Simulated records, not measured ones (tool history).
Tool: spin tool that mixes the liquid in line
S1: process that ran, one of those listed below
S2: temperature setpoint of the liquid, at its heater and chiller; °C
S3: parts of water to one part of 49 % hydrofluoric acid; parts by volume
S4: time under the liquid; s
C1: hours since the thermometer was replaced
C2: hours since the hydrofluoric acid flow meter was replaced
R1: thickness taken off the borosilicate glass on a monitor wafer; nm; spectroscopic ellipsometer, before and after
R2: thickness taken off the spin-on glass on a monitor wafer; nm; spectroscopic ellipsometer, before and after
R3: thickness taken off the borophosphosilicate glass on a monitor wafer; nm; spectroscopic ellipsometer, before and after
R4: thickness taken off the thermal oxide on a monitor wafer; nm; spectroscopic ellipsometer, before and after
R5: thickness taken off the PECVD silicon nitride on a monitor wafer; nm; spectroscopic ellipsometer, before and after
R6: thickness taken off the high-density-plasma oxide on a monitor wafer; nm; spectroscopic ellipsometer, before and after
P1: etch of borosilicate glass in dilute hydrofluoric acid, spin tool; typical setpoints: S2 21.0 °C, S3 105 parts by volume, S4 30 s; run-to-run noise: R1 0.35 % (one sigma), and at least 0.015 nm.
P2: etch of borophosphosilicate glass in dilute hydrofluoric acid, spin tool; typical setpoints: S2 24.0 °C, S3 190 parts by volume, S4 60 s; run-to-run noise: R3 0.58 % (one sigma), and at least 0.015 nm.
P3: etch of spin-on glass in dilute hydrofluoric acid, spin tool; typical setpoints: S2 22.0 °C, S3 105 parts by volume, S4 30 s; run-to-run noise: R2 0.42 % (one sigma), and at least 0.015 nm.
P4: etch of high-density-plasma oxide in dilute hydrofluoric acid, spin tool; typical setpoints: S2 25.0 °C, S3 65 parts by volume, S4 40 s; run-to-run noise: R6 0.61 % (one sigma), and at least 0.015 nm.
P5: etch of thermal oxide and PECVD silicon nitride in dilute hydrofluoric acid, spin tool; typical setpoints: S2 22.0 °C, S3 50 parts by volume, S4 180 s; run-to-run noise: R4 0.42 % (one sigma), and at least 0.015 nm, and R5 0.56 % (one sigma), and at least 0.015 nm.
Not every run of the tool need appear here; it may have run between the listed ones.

Run 1, day 0.204: S1 P1, S2 21.0 °C, S3 105 parts by volume, S4 30 s; C1 863.6; C2 810.7. Result: R1 8.5797 nm.
Run 2, day 0.362: S1 P3, S2 22.0 °C, S3 105 parts by volume, S4 50 s; C1 867.4; C2 814.5. Result: R2 24.3230 nm.
Run 3, day 0.621: S1 P3, S2 17.0 °C, S3 105 parts by volume, S4 30 s; C1 873.6; C2 820.7. Result: R2 11.7240 nm.
Run 4, day 0.838: S1 P2, S2 24.0 °C, S3 315 parts by volume, S4 60 s; C1 878.8; C2 825.9. Result: R3 5.8879 nm.
Run 5, day 1.196: S1 P1, S2 21.0 °C, S3 105 parts by volume, S4 30 s; C1 887.4; C2 834.5. Result: R1 8.5384 nm.
Run 6, day 1.492: S1 P1, S2 21.0 °C, S3 105 parts by volume, S4 30 s; C1 894.5; C2 841.6. Result: R1 8.5572 nm.
Run 7, day 1.746: S1 P2, S2 24.0 °C, S3 190 parts by volume, S4 60 s; C1 900.6; C2 847.7. Result: R3 11.1300 nm.
Run 8, day 2.012: S1 P5, S2 22.0 °C, S3 30 parts by volume, S4 180 s; C1 907.0; C2 854.1. Result: R4 29.776 nm, R5 13.9110 nm.
Run 9, day 2.242: S1 P4, S2 25.0 °C, S3 65 parts by volume, S4 40 s; C1 912.5; C2 859.6. Result: R6 4.9425 nm.
Run 10, day 2.467: S1 P2, S2 17.5 °C, S3 190 parts by volume, S4 60 s; C1 917.9; C2 865.0. Result: R3 8.6589 nm.
Run 11, day 2.825: S1 P4, S2 25.0 °C, S3 65 parts by volume, S4 40 s; C1 926.5; C2 873.6. Result: R6 4.8662 nm.
Run 12, day 3.183: S1 P2, S2 24.0 °C, S3 190 parts by volume, S4 15 s; C1 935.1; C2 882.2. Result: R3 2.7670 nm.
Run 13, day 3.533: S1 P3, S2 22.0 °C, S3 150 parts by volume, S4 30 s; C1 943.5; C2 890.6. Result: R2 9.6059 nm.
Run 14, day 3.750: S1 P3, S2 22.0 °C, S3 105 parts by volume, S4 30 s; C1 948.7; C2 895.8. Result: R2 14.4490 nm.
Run 15, day 4.033: S1 P4, S2 33.0 °C, S3 65 parts by volume, S4 40 s; C1 955.5; C2 902.6. Result: R6 6.6703 nm.
Run 16, day 4.208: S1 P1, S2 17.0 °C, S3 105 parts by volume, S4 30 s; C1 959.7; C2 906.8. Result: R1 7.2363 nm.
Run 17, day 4.496: S1 P3, S2 22.0 °C, S3 105 parts by volume, S4 30 s; C1 966.6; C2 913.7. Result: R2 14.4510 nm.
Run 18, day 4.738: S1 P1, S2 21.0 °C, S3 105 parts by volume, S4 15 s; C1 972.4; C2 919.5. Result: R1 4.2896 nm.
Run 19, day 5.067: S1 P1, S2 21.0 °C, S3 105 parts by volume, S4 55 s; C1 980.3; C2 927.4. Result: R1 15.6690 nm.
Run 20, day 5.396: S1 P5, S2 22.0 °C, S3 50 parts by volume, S4 320 s; C1 988.2; C2 935.3. Result: R4 30.977 nm, R5 15.1910 nm.
Run 21, day 5.638: S1 P5, S2 22.0 °C, S3 50 parts by volume, S4 180 s; C1 994.0; C2 941.1. Result: R4 17.452 nm, R5 8.5243 nm.
Run 22, day 5.983: S1 P5, S2 27.0 °C, S3 50 parts by volume, S4 180 s; C1 1002.3; C2 949.4. Result: R4 21.374 nm, R5 11.7910 nm.
Run 23, day 6.208: S1 P1, S2 21.0 °C, S3 145 parts by volume, S4 30 s; C1 1007.7; C2 954.8. Result: R1 5.9551 nm.
Run 24, day 6.408: S1 P1, S2 21.0 °C, S3 105 parts by volume, S4 30 s; C1 1012.5; C2 959.6. Result: R1 8.5207 nm.
Run 25, day 6.592: S1 P1, S2 21.0 °C, S3 60 parts by volume, S4 30 s; C1 1016.9; C2 964.0. Result: R1 15.8010 nm.
Run 26, day 6.800: S1 P1, S2 21.0 °C, S3 105 parts by volume, S4 30 s; C1 1021.9; C2 969.0. Result: R1 8.5950 nm.
Run 27, day 7.142: S1 P1, S2 25.0 °C, S3 105 parts by volume, S4 30 s; C1 1030.1; C2 977.2. Result: R1 10.0420 nm.
Run 28, day 7.342: S1 P4, S2 25.0 °C, S3 65 parts by volume, S4 20 s; C1 1034.9; C2 982.0. Result: R6 2.4641 nm.

For run 29, what comes out?
Run 29, day 7.688: S1 P4, S2 25.0 °C, S3 20 parts by volume, S4 40 s; C1 1043.2; C2 990.3. Result: R6 ?.

Run 29 gave R6 16.7070 nm.
